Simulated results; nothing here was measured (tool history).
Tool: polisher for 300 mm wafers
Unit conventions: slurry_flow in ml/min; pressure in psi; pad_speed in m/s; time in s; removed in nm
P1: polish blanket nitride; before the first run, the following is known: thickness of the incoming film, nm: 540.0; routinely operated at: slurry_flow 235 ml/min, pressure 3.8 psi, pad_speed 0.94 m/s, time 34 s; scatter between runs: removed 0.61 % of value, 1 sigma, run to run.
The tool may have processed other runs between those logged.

run,hour,slurry_flow,pressure,pad_speed,time,wafers polished on this pad,hours since the slurry nozzle was cleaned,hours since the head pressure was calibrated,removed
1,2.7,235,3.8,0.94,34,899,47,222.9,50.546
2,4.8,235,3.8,0.94,34,923,49.1,225,50.329
3,8.5,235,2.6,0.44,34,964,52.8,228.7,18.85
4,11.9,235,2.1,0.94,34,1002,56.2,232.1,28.112
5,15.7,235,3.8,0.94,34,1045,60,235.9,50.392
6,17.9,235,3.8,0.94,34,1069,62.2,238.1,50.373
7,21.4,235,3.8,1.42,34,1109,65.7,241.6,69.539
8,25.2,235,5.6,0.94,34,1151,69.5,245.4,74.348
9,28,235,3.8,0.94,34,1182,72.3,248.2,50.063
10,31.5,235,2.4,0.62,34,1222,75.8,251.7,22.824
11,34.5,235,3.8,0.94,18,1255,78.8,254.7,26.514
12,38.4,235,3.8,0.94,49,1299,82.7,258.6,72.384
13,41.8,340,3.8,0.94,34,1337,86.1,262,52.543
14,44.8,140,3.8,0.94,34,1370,89.1,265,47.376
15,47.1,235,3.8,0.6,34,1396,91.4,267.3,35.178
16,49.4,235,3.8,0.94,34,1422,93.7,269.6,50.632

Forecast run 17:
17,52.9,235,3.8,0.94,34,1461,97.2,273.1,?

{"run 17": {"removed": 49.401}}
